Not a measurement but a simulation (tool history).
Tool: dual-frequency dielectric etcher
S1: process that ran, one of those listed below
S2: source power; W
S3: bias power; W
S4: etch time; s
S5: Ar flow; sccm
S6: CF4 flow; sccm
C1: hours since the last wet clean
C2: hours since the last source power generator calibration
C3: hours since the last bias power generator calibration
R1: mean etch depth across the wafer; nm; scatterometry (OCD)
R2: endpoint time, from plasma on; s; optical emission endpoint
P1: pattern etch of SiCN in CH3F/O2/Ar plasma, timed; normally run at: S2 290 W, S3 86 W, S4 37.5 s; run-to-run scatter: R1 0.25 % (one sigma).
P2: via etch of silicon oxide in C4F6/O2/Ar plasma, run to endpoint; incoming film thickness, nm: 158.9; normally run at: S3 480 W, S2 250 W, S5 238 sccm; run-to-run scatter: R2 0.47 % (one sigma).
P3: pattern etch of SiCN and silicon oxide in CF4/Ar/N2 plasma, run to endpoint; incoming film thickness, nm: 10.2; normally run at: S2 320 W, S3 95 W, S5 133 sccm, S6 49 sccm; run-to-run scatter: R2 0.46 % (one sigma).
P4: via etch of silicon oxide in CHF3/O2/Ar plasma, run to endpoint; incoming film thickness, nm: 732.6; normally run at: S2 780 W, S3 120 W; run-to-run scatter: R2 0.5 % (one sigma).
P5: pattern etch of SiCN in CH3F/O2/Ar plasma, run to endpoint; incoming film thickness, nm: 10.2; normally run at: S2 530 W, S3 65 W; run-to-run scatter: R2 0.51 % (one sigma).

run 1 day=0.429 | S1=P1 S2=290 S3=86 S4=37.5 | C1=352.1 C2=2694.6 C3=1879.5 | R1=13.695
run 2 day=0.762 | S1=P1 S2=290 S3=86 S4=37.5 | C1=360.1 C2=2702.6 C3=1887.5 | R1=13.703
run 3 day=1.200 | S1=P4 S2=780 S3=70 | C1=370.6 C2=2713.1 C3=1898.0 | R2=446.780
run 4 day=1.417 | S1=P2 S2=250 S3=480 S5=309 | C1=375.8 C2=2718.3 C3=1903.2 | R2=42.522
run 5 day=1.854 | S1=P3 S2=320 S3=95 S5=133 S6=49 | C1=386.3 C2=2728.8 C3=1913.7 | R2=15.826
run 6 day=2.204 | S1=P2 S2=250 S3=480 S5=238 | C1=394.7 C2=2737.2 C3=1922.1 | R2=41.145
run 7 day=2.408 | S1=P3 S2=320 S3=59 S5=133 S6=49 | C1=399.6 C2=2742.1 C3=1927.0 | R2=18.964
run 8 day=2.621 | S1=P4 S2=480 S3=120 | C1=404.7 C2=2747.2 C3=1932.1 | R2=462.720
run 9 day=3.079 | S1=P5 S2=530 S3=53 | C1=415.7 C2=2758.2 C3=1943.1 | R2=27.337
run 10 day=3.358 | S1=P1 S2=290 S3=112 S4=25.5 | C1=422.4 C2=2764.9 C3=1949.8 | R1=10.326
run 11 day=3.654 | S1=P1 S2=290 S3=86 S4=48.5 | C1=429.5 C2=2772.0 C3=1956.9 | R1=17.669
run 12 day=4.046 | S1=P1 S2=290 S3=86 S4=37.5 | C1=438.9 C2=2781.4 C3=1966.3 | R1=13.681
run 13 day=4.354 | S1=P2 S2=250 S3=674 S5=238 | C1=446.3 C2=2788.8 C3=1973.7 | R2=35.850
run 14 day=4.671 | S1=P3 S2=320 S3=95 S5=133 S6=37 | C1=453.9 C2=2796.4 C3=1981.3 | R2=16.488
run 15 day=5.000 | S1=P1 S2=360 S3=86 S4=37.5 | C1=461.8 C2=2804.3 C3=1989.2 | R1=14.817
run 16 day=5.217 | S1=P5 S2=530 S3=65 | C1=467.0 C2=2809.5 C3=1994.4 | R2=25.671
run 17 day=5.638 | S1=P1 S2=290 S3=58 S4=37.5 | C1=477.1 C2=2819.6 C3=2004.5 | R1=11.824
run 18 day=5.979 | S1=P3 S2=320 S3=95 S5=188 S6=49 | C1=485.3 C2=2827.8 C3=2012.7 | R2=16.701
run 19 day=6.192 | S1=P1 S2=290 S3=86 S4=29.5 | C1=490.4 C2=2832.9 C3=2017.8 | R1=10.752
run 20 day=6.596 | S1=P1 S2=290 S3=109 S4=37.5 | C1=500.1 C2=2842.6 C3=2027.5 | R1=14.980
run 21 day=6.946 | S1=P1 S2=290 S3=86 S4=37.5 | C1=508.5 C2=2851.0 C3=2035.9 | R1=13.678
run 22 day=7.400 | S1=P1 S2=290 S3=86 S4=37.5 | C1=519.4 C2=2861.9 C3=2046.8 | R1=13.666
run 23 day=7.721 | S1=P4 S2=780 S3=120 | C1=527.1 C2=2869.6 C3=2054.5 | R2=384.020
run 24 day=8.079 | S1=P5 S2=410 S3=65 | C1=535.7 C2=2878.2 C3=2063.1 | R2=28.106
run 25 day=8.425 | S1=P1 S2=200 S3=86 S4=37.5 | C1=544.0 C2=2886.5 C3=2071.4 | R1=11.874
run 26 day=8.679 | S1=P3 S2=250 S3=95 S5=133 S6=49 | C1=550.1 C2=2892.6 C3=2077.5 | R2=19.525
run 27 day=8.929 | S1=P5 S2=530 S3=65 | C1=556.1 C2=2898.6 C3=2083.5 | R2=25.379
run 28 day=9.275 | S1=P4 S2=780 S3=120 | C1=564.4 C2=2906.9 C3=2091.8 | R2=384.410
run 29 day=9.475 | S1=P2 S2=160 S3=480 S5=238 | C1=569.2 C2=2911.7 C3=2096.6 | R2=48.378
run 30 day=9.762 | S1=P2 S2=250 S3=480 S5=238 | C1=576.1 C2=2918.6 C3=2103.5 | R2=41.254
run 31 day=10.117 | S1=P1 S2=290 S3=86 S4=37.5 | C1=584.6 C2=2927.1 C3=2112.0 | R1=13.636
run 32 day=10.388 | S1=P1 S2=290 S3=86 S4=37.5 | C1=591.1 C2=2933.6 C3=2118.5 | R1=13.601
run 33 day=10.742 | S1=P1 S2=290 S3=86 S4=37.5 | C1=599.6 C2=2942.1 C3=2127.0 | R1=13.541
run 34 day=11.175 | S1=P1 S2=290 S3=86 S4=37.5 | C1=610.0 C2=2952.5 C3=2137.4 | R1=13.517
run 35 day=11.467 | S1=P1 S2=290 S3=86 S4=37.5 | C1=617.0 C2=2959.5 C3=2144.4 | R1=13.505
run 36 day=11.762 | S1=P1 S2=290 S3=86 S4=37.5 | C1=624.1 C2=2966.6 C3=2151.5 | R1=13.468
run 37 day=12.083 | S1=P1 S2=290 S3=86 S4=37.5 | C1=631.8 C2=2974.3 C3=2159.2 | R1=13.418
run 38 day=12.367 | S1=P1 S2=290 S3=86 S4=37.5 | C1=638.6 C2=2981.1 C3=2166.0 | R1=13.434
-- day=12.467 wet clean of the chamber
run 39 day=12.612 | S1=P1 S2=290 S3=86 S4=37.5 | C1=3.6 C2=2987.0 C3=2171.9 | R1=13.396
run 40 day=13.012 | S1=P1 S2=290 S3=86 S4=37.5 | C1=13.2 C2=2996.6 C3=2181.5 | R1=13.404
run 41 day=13.304 | S1=P1 S2=290 S3=86 S4=37.5 | C1=20.2 C2=3003.6 C3=2188.5 | R1=13.469
run 42 day=13.679 | S1=P1 S2=290 S3=86 S4=37.5 | C1=29.2 C2=3012.6 C3=2197.5 | R1=13.457

What P1 gives has crept away from where it was. These 2 causes fit the log equally well, each at the size given:
A: source power that arrives under what is set, % = 4.17
B: bias power that arrives under what is set, % = 4.13
The creep began at about day 10.117.
Why every other cause is out:
chamber walls in a state that lowers the etch rate, %: serviced at day 12.467, which brought nothing back

4 check runs are offered, each on 3 wafers whose results are averaged, their results left as question marks. Which one tells the causes apart?
run check 1 day=14.054 | S1=P3 S2=320 S3=61 S5=184 S6=49 | R2=?
run check 2 day=14.054 | S1=P5 S2=530 S3=56 | R2=?
run check 3 day=14.054 | S1=P4 S2=490 S3=92 | R2=?
run check 4 day=14.054 | S1=P2 S2=250 S3=637 S5=304 | R2=?

What each check would give under each cause:
check=check_1 result=R2 if_A=20.557 if_B=20.144
check=check_2 result=R2 if_A=27.271 if_B=27.195
check=check_3 result=R2 if_A=509.710 if_B=507.340
check=check_4 result=R2 if_A=38.445 if_B=38.490
How far apart the two closest causes lie, in the result that separates them most: check 1 2.03 %; check 2 0.28 %; check 3 0.47 %; check 4 0.12 %
Check 1 tells the causes apart: in the others they would give nearly the same result.

Check 1 was then run and gave: R2 20.516 s. Which cause is it?

It is A: source power that arrives under what is set, %.

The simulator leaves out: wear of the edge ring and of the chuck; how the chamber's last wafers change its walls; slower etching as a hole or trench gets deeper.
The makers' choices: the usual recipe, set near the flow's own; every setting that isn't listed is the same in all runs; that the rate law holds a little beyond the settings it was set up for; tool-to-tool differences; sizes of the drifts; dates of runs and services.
